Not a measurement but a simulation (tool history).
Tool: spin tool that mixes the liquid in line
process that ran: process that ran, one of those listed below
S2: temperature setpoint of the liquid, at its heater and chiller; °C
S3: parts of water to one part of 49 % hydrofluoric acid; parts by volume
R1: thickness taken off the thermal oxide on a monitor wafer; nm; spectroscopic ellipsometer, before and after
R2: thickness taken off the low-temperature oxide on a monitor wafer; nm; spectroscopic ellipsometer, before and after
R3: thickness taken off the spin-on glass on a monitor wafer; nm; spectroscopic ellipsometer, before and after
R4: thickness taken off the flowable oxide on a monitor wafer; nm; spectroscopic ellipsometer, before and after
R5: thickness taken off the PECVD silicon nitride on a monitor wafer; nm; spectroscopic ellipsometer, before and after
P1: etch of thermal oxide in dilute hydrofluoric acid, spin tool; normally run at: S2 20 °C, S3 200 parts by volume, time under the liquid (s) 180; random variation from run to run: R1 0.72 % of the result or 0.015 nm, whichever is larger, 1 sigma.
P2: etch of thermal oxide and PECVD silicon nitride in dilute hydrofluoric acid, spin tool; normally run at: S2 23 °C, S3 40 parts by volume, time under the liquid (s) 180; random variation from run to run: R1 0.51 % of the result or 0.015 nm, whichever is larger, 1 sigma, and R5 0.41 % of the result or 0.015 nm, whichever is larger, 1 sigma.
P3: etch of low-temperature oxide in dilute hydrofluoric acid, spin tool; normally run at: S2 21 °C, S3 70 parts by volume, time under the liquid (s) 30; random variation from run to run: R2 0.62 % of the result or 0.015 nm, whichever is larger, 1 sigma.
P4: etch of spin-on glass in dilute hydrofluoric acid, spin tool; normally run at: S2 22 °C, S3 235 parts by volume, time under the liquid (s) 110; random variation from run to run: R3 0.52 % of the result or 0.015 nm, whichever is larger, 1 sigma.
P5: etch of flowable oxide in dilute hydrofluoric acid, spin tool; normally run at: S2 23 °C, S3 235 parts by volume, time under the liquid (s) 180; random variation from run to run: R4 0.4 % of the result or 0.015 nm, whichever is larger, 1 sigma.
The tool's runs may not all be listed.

Run 1, day 0.225: process that ran P1, S2 20 °C, S3 200 parts by volume, time under the liquid (s) 180. Result: R1 3.2383 nm.
Run 2, day 0.446: process that ran P1, S2 20 °C, S3 200 parts by volume, time under the liquid (s) 180. Result: R1 3.1975 nm.
Run 3, day 0.696: process that ran P3, S2 21 °C, S3 70 parts by volume, time under the liquid (s) 15. Result: R2 2.1563 nm.
Run 4, day 0.95: process that ran P3, S2 21 °C, S3 70 parts by volume, time under the liquid (s) 30. Result: R2 4.3112 nm.
Run 5, day 1.125: process that ran P4, S2 22 °C, S3 235 parts by volume, time under the liquid (s) 110. Result: R3 15.163 nm.
At day 1.225: hydrofluoric acid flow meter replaced.
Run 6, day 1.296: process that ran P1, S2 20 °C, S3 200 parts by volume, time under the liquid (s) 180. Result: R1 3.1697 nm.
Run 7, day 1.512: process that ran P5, S2 23 °C, S3 235 parts by volume, time under the liquid (s) 345. Result: R4 28.191 nm.
Run 8, day 1.675: process that ran P2, S2 23 °C, S3 40 parts by volume, time under the liquid (s) 180. Result: R1 21.58 nm, R5 12.166 nm.
Run 9, day 1.833: process that ran P1, S2 24.5 °C, S3 200 parts by volume, time under the liquid (s) 180. Result: R1 3.8279 nm.
Run 10, day 2.004: process that ran P4, S2 22 °C, S3 60 parts by volume, time under the liquid (s) 110. Result: R3 71.701 nm.
Run 11, day 2.292: process that ran P5, S2 27.5 °C, S3 235 parts by volume, time under the liquid (s) 180. Result: R4 17.261 nm.
Run 12, day 2.438: process that ran P4, S2 27.5 °C, S3 235 parts by volume, time under the liquid (s) 110. Result: R3 18.37 nm.
Run 13, day 2.758: process that ran P5, S2 23 °C, S3 235 parts by volume, time under the liquid (s) 180. Result: R4 14.75 nm.
Run 14, day 3.008: process that ran P1, S2 20 °C, S3 275 parts by volume, time under the liquid (s) 180. Result: R1 2.1573 nm.
Run 15, day 3.329: process that ran P5, S2 23 °C, S3 235 parts by volume, time under the liquid (s) 180. Result: R4 14.672 nm.
Run 16, day 3.633: process that ran P3, S2 17.5 °C, S3 70 parts by volume, time under the liquid (s) 30. Result: R2 3.7005 nm.
Run 17, day 3.783: process that ran P1, S2 20 °C, S3 200 parts by volume, time under the liquid (s) 180. Result: R1 3.2418 nm.
Run 18, day 4.108: process that ran P1, S2 20 °C, S3 200 parts by volume, time under the liquid (s) 285. Result: R1 5.0662 nm.
Run 19, day 4.275: process that ran P1, S2 23 °C, S3 360 parts by volume, time under the liquid (s) 180. Result: R1 1.6901 nm.
Run 20, day 4.454: process that ran P1, S2 20 °C, S3 200 parts by volume, time under the liquid (s) 180. Result: R1 3.1753 nm.
Run 21, day 4.725: process that ran P1, S2 26.5 °C, S3 200 parts by volume, time under the liquid (s) 320. Result: R1 7.3604 nm.
Run 22, day 4.988: process that ran P1, S2 20 °C, S3 200 parts by volume, time under the liquid (s) 180. Result: R1 3.2513 nm.
Run 23, day 5.238: process that ran P3, S2 21 °C, S3 120 parts by volume, time under the liquid (s) 30. Result: R2 2.3746 nm.
Run 24, day 5.442: process that ran P1, S2 17 °C, S3 200 parts by volume, time under the liquid (s) 180. Result: R1 2.8796 nm.
At day 5.633: thermometer replaced.
Run 25, day 5.638: process that ran P1, S2 20 °C, S3 100 parts by volume, time under the liquid (s) 180. Result: R1 7.1648 nm.
Run 26, day 5.821: process that ran P2, S2 18 °C, S3 40 parts by volume, time under the liquid (s) 180. Result: R1 17.445 nm, R5 8.5732 nm.
Run 27, day 6.083: process that ran P5, S2 23 °C, S3 435 parts by volume, time under the liquid (s) 180. Result: R4 6.6223 nm.
Run 28, day 6.333: process that ran P1, S2 20 °C, S3 200 parts by volume, time under the liquid (s) 95. Result: R1 1.6909 nm.
Run 29, day 6.512: process that ran P2, S2 23 °C, S3 70 parts by volume, time under the liquid (s) 180. Result: R1 12.007 nm, R5 7.0425 nm.
Run 30, day 6.679: process that ran P2, S2 23 °C, S3 40 parts by volume, time under the liquid (s) 340. Result: R1 40.866 nm, R5 23.042 nm.
Run 31, day 6.95: process that ran P3, S2 21 °C, S3 70 parts by volume, time under the liquid (s) 30. Result: R2 4.2948 nm.
Run 32, day 7.158: process that ran P4, S2 22 °C, S3 235 parts by volume, time under the liquid (s) 210. Result: R3 28.67 nm.
Run 33, day 7.433: process that ran P1, S2 20 °C, S3 200 parts by volume, time under the liquid (s) 180. Result: R1 3.2487 nm.
Run 34, day 7.712: process that ran P1, S2 20 °C, S3 200 parts by volume, time under the liquid (s) 180. Result: R1 3.342 nm.
Run 35, day 8.029: process that ran P1, S2 20 °C, S3 200 parts by volume, time under the liquid (s) 180. Result: R1 3.4274 nm.
Run 36, day 8.333: process that ran P1, S2 20 °C, S3 200 parts by volume, time under the liquid (s) 180. Result: R1 3.5219 nm.
Run 37, day 8.621: process that ran P1, S2 20 °C, S3 200 parts by volume, time under the liquid (s) 180. Result: R1 3.4943 nm.
Run 38, day 8.804: process that ran P1, S2 20 °C, S3 200 parts by volume, time under the liquid (s) 180. Result: R1 3.4335 nm.
Run 39, day 9.012: process that ran P1, S2 20 °C, S3 200 parts by volume, time under the liquid (s) 180. Result: R1 3.5024 nm.
Run 40, day 9.288: process that ran P1, S2 20 °C, S3 200 parts by volume, time under the liquid (s) 180. Result: R1 3.4894 nm.
Run 41, day 9.6: process that ran P1, S2 20 °C, S3 200 parts by volume, time under the liquid (s) 180. Result: R1 3.5063 nm.
Run 42, day 9.75: process that ran P1, S2 20 °C, S3 200 parts by volume, time under the liquid (s) 180. Result: R1 3.4821 nm.

What P1 gives has crept away from where it was. These 2 causes fit the log equally well, each at the size given:
A: liquid hotter than its thermometer reads (K) = 2.35
B: hydrofluoric acid flow above the setpoint (%) = 7.78
The creep began at about day 7.433.

4 check runs are offered, one wafer each, their results left as question marks. Which one tells the causes apart?
Run check 1, day 9.9: process that ran P3, S2 21 °C, S3 70 parts by volume, time under the liquid (s) 30. Result: R2 ?.
Run check 2, day 9.9: process that ran P2, S2 23 °C, S3 40 parts by volume, time under the liquid (s) 180. Result: R1 ?, R5 ?.
Run check 3, day 9.9: process that ran P4, S2 22 °C, S3 235 parts by volume, time under the liquid (s) 110. Result: R3 ?.
Run check 4, day 9.9: process that ran P5, S2 23 °C, S3 235 parts by volume, time under the liquid (s) 180. Result: R4 ?.

What each check would give under each cause:
  check  result    if A    if B
check 1      R2  4.7104  4.6369
check 2      R1  23.937  23.496
check 2      R5  14.255  13.079
check 3      R3  16.505  16.607
check 4      R4      16  16.121
How far apart the two closest causes lie, in the result that separates them most: check 1 1.57 %; check 2 8.62 %; check 3 0.61 %; check 4 0.75 %
Check 2 tells the causes apart: in the others they would give nearly the same result.

Then check 2 was run and gave: R1 23.882 nm; R5 14.251 nm. Which cause is it?

It is A: liquid hotter than its thermometer reads (K).

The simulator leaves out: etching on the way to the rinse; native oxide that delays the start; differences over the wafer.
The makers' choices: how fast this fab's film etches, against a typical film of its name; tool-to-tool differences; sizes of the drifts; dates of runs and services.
